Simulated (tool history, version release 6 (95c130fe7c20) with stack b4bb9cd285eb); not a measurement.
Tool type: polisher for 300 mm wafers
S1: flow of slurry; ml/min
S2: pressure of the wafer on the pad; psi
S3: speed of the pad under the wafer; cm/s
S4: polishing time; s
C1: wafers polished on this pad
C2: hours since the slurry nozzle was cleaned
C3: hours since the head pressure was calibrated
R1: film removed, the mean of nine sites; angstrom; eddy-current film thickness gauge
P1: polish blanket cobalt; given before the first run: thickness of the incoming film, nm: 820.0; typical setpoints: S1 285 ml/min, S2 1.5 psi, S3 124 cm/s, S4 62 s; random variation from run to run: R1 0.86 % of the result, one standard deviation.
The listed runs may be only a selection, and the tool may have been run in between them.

run	day	S1	S2	S3	S4	C1	C2	C3	R1
1	0.433	285	1.5	124	62	436	151.3	491.9	2901.2
2	0.875	285	0.8	124	62	546	161.9	502.5	1557.8
3	1.208	285	1.5	124	62	628	169.9	510.5	2897.1
4	1.617	170	1.5	124	62	730	179.7	520.3	2728.6
5	1.871	285	1.5	166	62	793	185.8	526.4	3840
6	2.075	285	1.5	124	31	844	190.7	531.3	1430.7
7	2.517	285	1.5	124	62	954	201.3	541.9	2838.7
8	2.817	285	2.3	124	62	1028	208.5	549.1	4391.3
9	3.021	285	1.5	124	62	1079	213.4	554	2894.2
# day 3.225: worn pad replaced by a new one
10	3.396	285	1.5	124	97	42	222.4	563	4483.4
11	3.638	285	1.9	124	77	102	228.2	568.8	4539.2
12	4.017	285	1.5	92	62	197	237.3	577.9	2120.6
13	4.446	435	1.5	124	62	303	247.6	588.2	2987.9
14	4.729	285	1.5	124	62	374	254.4	595	2886.4
15	5.008	285	1.5	124	62	443	261.1	601.7	2800
16	5.333	285	1.5	124	62	524	268.9	609.5	2847.6
17	5.758	285	1.5	124	62	629	279.1	619.7	2779.9
# day 5.833: worn pad replaced by a new one
18	5.992	285	1.5	124	62	40	284.7	625.3	2778.4
19	6.308	285	1.5	124	62	118	292.3	632.9	2786.2
20	6.696	285	1.5	124	62	215	301.6	642.2	2749.5
21	7.054	285	1.5	124	62	304	310.2	650.8	2706.9

Expected results for the next run?
22	7.467	285	1.5	124	62	406	320.1	660.7	?

Run 22 came out at R1 2718.3 angstrom.
